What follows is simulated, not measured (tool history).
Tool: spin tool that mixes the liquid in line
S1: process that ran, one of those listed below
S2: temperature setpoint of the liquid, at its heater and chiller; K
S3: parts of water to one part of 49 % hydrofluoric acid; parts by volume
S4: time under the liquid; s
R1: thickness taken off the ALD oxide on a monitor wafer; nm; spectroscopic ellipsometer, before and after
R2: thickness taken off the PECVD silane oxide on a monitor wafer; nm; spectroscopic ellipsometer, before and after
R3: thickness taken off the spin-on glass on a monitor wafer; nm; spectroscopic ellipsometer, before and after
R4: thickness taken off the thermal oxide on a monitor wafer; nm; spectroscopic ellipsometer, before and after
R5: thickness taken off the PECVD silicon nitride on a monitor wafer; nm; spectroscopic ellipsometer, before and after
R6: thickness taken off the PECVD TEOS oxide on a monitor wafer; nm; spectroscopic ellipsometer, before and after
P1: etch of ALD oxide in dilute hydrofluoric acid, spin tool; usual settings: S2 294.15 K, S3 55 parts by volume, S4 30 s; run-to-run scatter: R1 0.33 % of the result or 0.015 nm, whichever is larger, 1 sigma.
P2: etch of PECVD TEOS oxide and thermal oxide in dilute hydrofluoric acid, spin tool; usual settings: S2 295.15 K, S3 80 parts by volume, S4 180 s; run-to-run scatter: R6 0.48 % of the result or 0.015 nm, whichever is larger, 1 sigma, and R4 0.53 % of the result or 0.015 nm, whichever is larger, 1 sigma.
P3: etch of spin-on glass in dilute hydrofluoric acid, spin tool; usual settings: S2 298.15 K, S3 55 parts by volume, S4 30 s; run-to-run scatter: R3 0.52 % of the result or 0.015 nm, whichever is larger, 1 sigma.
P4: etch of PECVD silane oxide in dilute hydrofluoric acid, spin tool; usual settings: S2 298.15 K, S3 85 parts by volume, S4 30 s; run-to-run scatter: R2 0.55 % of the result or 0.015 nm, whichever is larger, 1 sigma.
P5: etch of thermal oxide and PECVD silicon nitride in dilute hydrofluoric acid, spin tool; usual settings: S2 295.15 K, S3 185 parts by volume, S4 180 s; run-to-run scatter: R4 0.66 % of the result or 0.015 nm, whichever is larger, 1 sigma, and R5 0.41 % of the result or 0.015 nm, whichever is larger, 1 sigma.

Run 1, hour 11.2: S1 P1, S2 294.15 K, S3 55 parts by volume, S4 30 s. Result: R1 9.7117 nm.
Run 2, hour 20.5: S1 P4, S2 298.15 K, S3 120 parts by volume, S4 30 s. Result: R2 12.248 nm.
Run 3, hour 27.2: S1 P3, S2 298.15 K, S3 55 parts by volume, S4 30 s. Result: R3 22.957 nm.
Run 4, hour 36.7: S1 P5, S2 295.15 K, S3 185 parts by volume, S4 100 s. Result: R4 2.1054 nm, R5 2.7035 nm.
Run 5, hour 42.3: S1 P2, S2 295.15 K, S3 80 parts by volume, S4 180 s. Result: R4 10.198 nm, R6 30.949 nm.
Run 6, hour 53.8: S1 P3, S2 305.65 K, S3 55 parts by volume, S4 30 s. Result: R3 30.871 nm.
Run 7, hour 62.7: S1 P5, S2 295.15 K, S3 305 parts by volume, S4 180 s. Result: R4 1.9842 nm, R5 2.9887 nm.
Run 8, hour 70.5: S1 P1, S2 294.15 K, S3 55 parts by volume, S4 15 s. Result: R1 4.8652 nm.
Run 9, hour 75.9: S1 P1, S2 294.15 K, S3 55 parts by volume, S4 30 s. Result: R1 9.768 nm.
Run 10, hour 84.8: S1 P1, S2 294.15 K, S3 30 parts by volume, S4 50 s. Result: R1 30.753 nm.
Run 11, hour 91.9: S1 P3, S2 298.15 K, S3 55 parts by volume, S4 60 s. Result: R3 45.767 nm.
Run 12, hour 98: S1 P1, S2 294.15 K, S3 20 parts by volume, S4 15 s. Result: R1 14.01 nm.
Run 13, hour 108.1: S1 P2, S2 300.65 K, S3 80 parts by volume, S4 180 s. Result: R4 12.77 nm, R6 38.949 nm.
Run 14, hour 118.7: S1 P2, S2 295.15 K, S3 145 parts by volume, S4 180 s. Result: R4 5.2493 nm, R6 15.932 nm.
Run 15, hour 124.9: S1 P1, S2 301.15 K, S3 55 parts by volume, S4 30 s. Result: R1 13.039 nm.
Run 16, hour 134.1: S1 P5, S2 290.15 K, S3 185 parts by volume, S4 180 s. Result: R4 3.1179 nm, R5 3.5246 nm.
Run 17, hour 142.9: S1 P3, S2 298.15 K, S3 55 parts by volume, S4 30 s. Result: R3 23.048 nm.
Run 18, hour 152.8: S1 P1, S2 294.15 K, S3 100 parts by volume, S4 30 s. Result: R1 5.0987 nm.
Run 19, hour 160.6: S1 P1, S2 294.15 K, S3 55 parts by volume, S4 55 s. Result: R1 17.82 nm.
Run 20, hour 170.6: S1 P2, S2 295.15 K, S3 80 parts by volume, S4 345 s. Result: R4 20.045 nm, R6 59.268 nm.
Run 21, hour 179.7: S1 P1, S2 290.15 K, S3 55 parts by volume, S4 30 s. Result: R1 8.2289 nm.
Run 22, hour 188: S1 P3, S2 298.15 K, S3 20 parts by volume, S4 30 s. Result: R3 65.925 nm.
Run 23, hour 199.5: S1 P1, S2 294.15 K, S3 55 parts by volume, S4 30 s. Result: R1 9.7665 nm.
Run 24, hour 209.4: S1 P1, S2 294.15 K, S3 55 parts by volume, S4 30 s. Result: R1 9.8406 nm.
Run 25, hour 218.7: S1 P4, S2 298.15 K, S3 85 parts by volume, S4 30 s. Result: R2 18.11 nm.
Run 26, hour 230: S1 P1, S2 294.15 K, S3 25 parts by volume, S4 30 s. Result: R1 22.272 nm.
Run 27, hour 240: S1 P4, S2 298.15 K, S3 85 parts by volume, S4 30 s. Result: R2 18.078 nm.
Run 28, hour 245.6: S1 P5, S2 295.15 K, S3 185 parts by volume, S4 180 s. Result: R4 3.7318 nm, R5 4.8904 nm.
Run 29, hour 252.4: S1 P4, S2 298.15 K, S3 85 parts by volume, S4 50 s. Result: R2 29.981 nm.
Run 30, hour 263.3: S1 P4, S2 291.65 K, S3 85 parts by volume, S4 30 s. Result: R2 13.858 nm.
Run 31, hour 273.2: S1 P1, S2 294.15 K, S3 55 parts by volume, S4 30 s. Result: R1 9.6933 nm.
Run 32, hour 280.5: S1 P1, S2 294.15 K, S3 55 parts by volume, S4 30 s. Result: R1 9.7065 nm.
Run 33, hour 286.9: S1 P1, S2 294.15 K, S3 55 parts by volume, S4 30 s. Result: R1 9.4916 nm.
Run 34, hour 297.8: S1 P1, S2 294.15 K, S3 55 parts by volume, S4 30 s. Result: R1 9.1969 nm.
Run 35, hour 305.6: S1 P1, S2 294.15 K, S3 55 parts by volume, S4 30 s. Result: R1 9.0656 nm.
Run 36, hour 316.2: S1 P1, S2 294.15 K, S3 55 parts by volume, S4 30 s. Result: R1 9.0571 nm.
Run 37, hour 325.5: S1 P1, S2 294.15 K, S3 55 parts by volume, S4 30 s. Result: R1 8.999 nm.
Run 38, hour 332.3: S1 P1, S2 294.15 K, S3 55 parts by volume, S4 30 s. Result: R1 8.9702 nm.
Run 39, hour 339.7: S1 P1, S2 294.15 K, S3 55 parts by volume, S4 30 s. Result: R1 8.9664 nm.

What P1 gives has crept away from where it was. These 2 causes fit the log equally well, each at the size given:
A: hydrofluoric acid flow below the setpoint (%) = 7.62
B: liquid colder than its thermometer reads (K) = 2.01
The creep began at about hour 280.5.

4 check runs are offered, one wafer each, their results left as question marks. Which one tells the causes apart?
Run check 1, hour 347.1: S1 P3, S2 298.15 K, S3 55 parts by volume, S4 30 s. Result: R3 ?.
Run check 2, hour 347.1: S1 P5, S2 295.15 K, S3 185 parts by volume, S4 180 s. Result: R4 ?, R5 ?.
Run check 3, hour 347.1: S1 P4, S2 298.15 K, S3 85 parts by volume, S4 30 s. Result: R2 ?.
Run check 4, hour 347.1: S1 P2, S2 295.15 K, S3 80 parts by volume, S4 180 s. Result: R4 ?, R6 ?.

What each check would give under each cause:
  check  result    if A    if B
check 1      R3  21.125  21.189
check 2      R4  3.3954  3.4556
check 2      R5   4.521  4.2848
check 3      R2  16.485  16.612
check 4      R4  9.4733  9.5138
check 4      R6  28.549  28.671
How far apart the two closest causes lie, in the result that separates them most: check 1 0.3 %; check 2 5.37 %; check 3 0.77 %; check 4 0.43 %
Check 2 tells the causes apart: in the others they would give nearly the same result.

Then check 2 was run and gave: R4 3.4493 nm; R5 4.2899 nm. Which cause is it?

It is B: liquid colder than its thermometer reads (K).

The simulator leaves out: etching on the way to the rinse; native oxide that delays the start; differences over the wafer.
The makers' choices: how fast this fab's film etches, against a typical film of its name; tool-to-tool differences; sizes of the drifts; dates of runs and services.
